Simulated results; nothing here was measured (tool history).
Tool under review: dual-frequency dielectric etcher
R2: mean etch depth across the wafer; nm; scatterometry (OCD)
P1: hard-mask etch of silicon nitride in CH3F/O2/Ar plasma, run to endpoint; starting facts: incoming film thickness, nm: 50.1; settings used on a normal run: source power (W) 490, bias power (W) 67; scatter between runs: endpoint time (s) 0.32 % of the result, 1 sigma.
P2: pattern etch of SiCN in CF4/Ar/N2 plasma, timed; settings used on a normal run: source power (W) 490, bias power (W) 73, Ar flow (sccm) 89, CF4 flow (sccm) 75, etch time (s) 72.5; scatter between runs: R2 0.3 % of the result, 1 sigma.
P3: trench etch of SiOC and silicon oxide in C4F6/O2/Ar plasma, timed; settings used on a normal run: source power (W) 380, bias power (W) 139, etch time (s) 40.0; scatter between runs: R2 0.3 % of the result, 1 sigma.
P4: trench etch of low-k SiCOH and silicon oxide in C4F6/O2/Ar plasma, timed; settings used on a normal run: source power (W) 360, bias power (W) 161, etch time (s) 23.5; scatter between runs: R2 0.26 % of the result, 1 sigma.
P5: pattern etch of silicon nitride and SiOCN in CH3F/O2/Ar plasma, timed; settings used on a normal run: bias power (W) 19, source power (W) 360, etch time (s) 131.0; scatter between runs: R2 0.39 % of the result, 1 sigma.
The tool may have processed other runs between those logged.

Run 1, day 0.617: process that ran P1, source power (W) 490, bias power (W) 67. Result: endpoint time (s) 68.790.
Run 2, day 0.950: process that ran P2, source power (W) 660, bias power (W) 73, Ar flow (sccm) 89, CF4 flow (sccm) 75, etch time (s) 72.5. Result: R2 92.0150 nm.
Run 3, day 1.621: process that ran P5, source power (W) 460, bias power (W) 19, etch time (s) 131.0. Result: R2 16.9270 nm.
Run 4, day 1.967: process that ran P5, source power (W) 360, bias power (W) 19, etch time (s) 131.0. Result: R2 15.4230 nm.
Run 5, day 2.304: process that ran P5, source power (W) 360, bias power (W) 19, etch time (s) 131.0. Result: R2 15.4910 nm.
Run 6, day 2.733: process that ran P3, source power (W) 380, bias power (W) 187, etch time (s) 40.0. Result: R2 78.3510 nm.
Run 7, day 3.317: process that ran P1, source power (W) 590, bias power (W) 67. Result: endpoint time (s) 64.137.
Run 8, day 3.771: process that ran P5, source power (W) 360, bias power (W) 19, etch time (s) 84.5. Result: R2 9.9906 nm.
Run 9, day 4.300: process that ran P1, source power (W) 490, bias power (W) 48. Result: endpoint time (s) 76.288.
At day 4.762: source power generator calibrated.
Run 10, day 4.854: process that ran P4, source power (W) 360, bias power (W) 223, etch time (s) 23.5. Result: R2 76.1850 nm.
Run 11, day 5.429: process that ran P4, source power (W) 360, bias power (W) 161, etch time (s) 23.5. Result: R2 68.7420 nm.
Run 12, day 5.858: process that ran P2, source power (W) 490, bias power (W) 73, Ar flow (sccm) 89, CF4 flow (sccm) 75, etch time (s) 72.5. Result: R2 70.5830 nm.
At day 6.021: wet clean of the chamber.
Run 13, day 6.346: process that ran P4, source power (W) 220, bias power (W) 161, etch time (s) 23.5. Result: R2 56.3550 nm.
Run 14, day 6.800: process that ran P1, source power (W) 640, bias power (W) 54. Result: endpoint time (s) 66.154.
Run 15, day 7.392: process that ran P4, source power (W) 360, bias power (W) 161, etch time (s) 17.0. Result: R2 49.5190 nm.
Run 16, day 7.696: process that ran P1, source power (W) 490, bias power (W) 93. Result: endpoint time (s) 61.475.
Run 17, day 8.262: process that ran P1, source power (W) 340, bias power (W) 55. Result: endpoint time (s) 84.609.
Run 18, day 8.658: process that ran P2, source power (W) 490, bias power (W) 48, Ar flow (sccm) 89, CF4 flow (sccm) 75, etch time (s) 72.5. Result: R2 61.8390 nm.
Run 19, day 8.950: process that ran P1, source power (W) 490, bias power (W) 67. Result: endpoint time (s) 68.289.
Run 20, day 9.450: process that ran P4, source power (W) 360, bias power (W) 161, etch time (s) 23.5. Result: R2 68.4460 nm.
Run 21, day 9.821: process that ran P2, source power (W) 490, bias power (W) 73, Ar flow (sccm) 72, CF4 flow (sccm) 75, etch time (s) 72.5. Result: R2 73.0620 nm.
Run 22, day 10.342: process that ran P3, source power (W) 260, bias power (W) 139, etch time (s) 40.0. Result: R2 61.4620 nm.
Run 23, day 10.908: process that ran P5, source power (W) 360, bias power (W) 23, etch time (s) 131.0. Result: R2 16.9760 nm.
Run 24, day 11.462: process that ran P3, source power (W) 380, bias power (W) 139, etch time (s) 59.0. Result: R2 105.4100 nm.
At day 11.675: bias power generator calibrated.
Run 25, day 12.088: process that ran P2, source power (W) 490, bias power (W) 73, Ar flow (sccm) 89, CF4 flow (sccm) 55, etch time (s) 72.5. Result: R2 68.1780 nm.

Predict the results of run 26:
Run 26, day 12.592: process that ran P1, source power (W) 490, bias power (W) 67. Result: endpoint time (s) ?.

endpoint time (s): 68.607
